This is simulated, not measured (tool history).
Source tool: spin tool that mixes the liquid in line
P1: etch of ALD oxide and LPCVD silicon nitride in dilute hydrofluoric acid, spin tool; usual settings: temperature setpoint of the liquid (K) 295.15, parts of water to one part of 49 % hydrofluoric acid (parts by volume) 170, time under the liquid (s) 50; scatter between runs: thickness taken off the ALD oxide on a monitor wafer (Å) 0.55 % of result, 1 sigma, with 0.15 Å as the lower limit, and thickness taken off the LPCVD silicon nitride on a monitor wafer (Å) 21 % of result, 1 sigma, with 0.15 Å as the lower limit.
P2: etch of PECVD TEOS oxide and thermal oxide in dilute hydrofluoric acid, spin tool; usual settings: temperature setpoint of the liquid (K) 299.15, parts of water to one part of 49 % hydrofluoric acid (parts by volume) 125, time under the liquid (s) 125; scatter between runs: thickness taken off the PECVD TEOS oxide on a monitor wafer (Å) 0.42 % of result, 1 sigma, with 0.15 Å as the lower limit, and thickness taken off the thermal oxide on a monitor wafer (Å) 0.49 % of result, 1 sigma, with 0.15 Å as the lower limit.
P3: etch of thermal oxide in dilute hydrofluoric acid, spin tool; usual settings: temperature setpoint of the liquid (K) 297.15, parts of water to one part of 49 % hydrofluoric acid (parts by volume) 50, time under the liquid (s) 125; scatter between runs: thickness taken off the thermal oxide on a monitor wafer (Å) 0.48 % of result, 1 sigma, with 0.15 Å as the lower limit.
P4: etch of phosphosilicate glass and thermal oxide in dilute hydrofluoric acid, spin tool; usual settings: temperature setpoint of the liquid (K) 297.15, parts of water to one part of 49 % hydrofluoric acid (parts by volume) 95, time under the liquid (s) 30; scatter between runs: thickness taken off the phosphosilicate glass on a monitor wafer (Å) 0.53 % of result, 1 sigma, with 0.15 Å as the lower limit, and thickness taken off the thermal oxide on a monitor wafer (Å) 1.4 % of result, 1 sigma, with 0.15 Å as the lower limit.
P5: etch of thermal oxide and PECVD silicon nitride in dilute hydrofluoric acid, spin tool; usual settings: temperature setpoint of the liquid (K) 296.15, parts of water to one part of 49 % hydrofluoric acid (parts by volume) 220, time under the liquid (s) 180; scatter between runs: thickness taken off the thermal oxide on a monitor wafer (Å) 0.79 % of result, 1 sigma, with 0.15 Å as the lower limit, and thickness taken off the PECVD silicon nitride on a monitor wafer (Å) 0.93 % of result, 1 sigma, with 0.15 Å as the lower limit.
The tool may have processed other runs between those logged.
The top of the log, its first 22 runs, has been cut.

run	hour	process that ran	temperature setpoint of the liquid (K)	parts of water to one part of 49 % hydrofluoric acid (parts by volume)	time under the liquid (s)	thickness taken off the ALD oxide on a monitor wafer (Å)	thickness taken off the LPCVD silicon nitride on a monitor wafer (Å)	thickness taken off the thermal oxide on a monitor wafer (Å)	thickness taken off the phosphosilicate glass on a monitor wafer (Å)	thickness taken off the PECVD silicon nitride on a monitor wafer (Å)	thickness taken off the PECVD TEOS oxide on a monitor wafer (Å)
23	283.3	P2	305.15	125	125			58.759			198.16
24	293.8	P1	295.15	280	15	9.7196	0.1615				
25	305.5	P2	299.15	125	125			47.518			156.52
26	321.7	P4	297.15	95	15			7.6259	256.17		
27	336.8	P1	290.15	170	50	48.469	0.63751				
28	347	P2	299.15	30	125			223.23			746.97
29	357.4	P3	305.15	50	125			173.55			
30	365.5	P5	296.15	220	180			32.281		30.758	

Run 31, settings as shown, results not yet in. Your forecast:
31	378.2	P1	295.15	170	50	?	?				

thickness taken off the ALD oxide on a monitor wafer (Å): 59.026
thickness taken off the LPCVD silicon nitride on a monitor wafer (Å): 1.2868
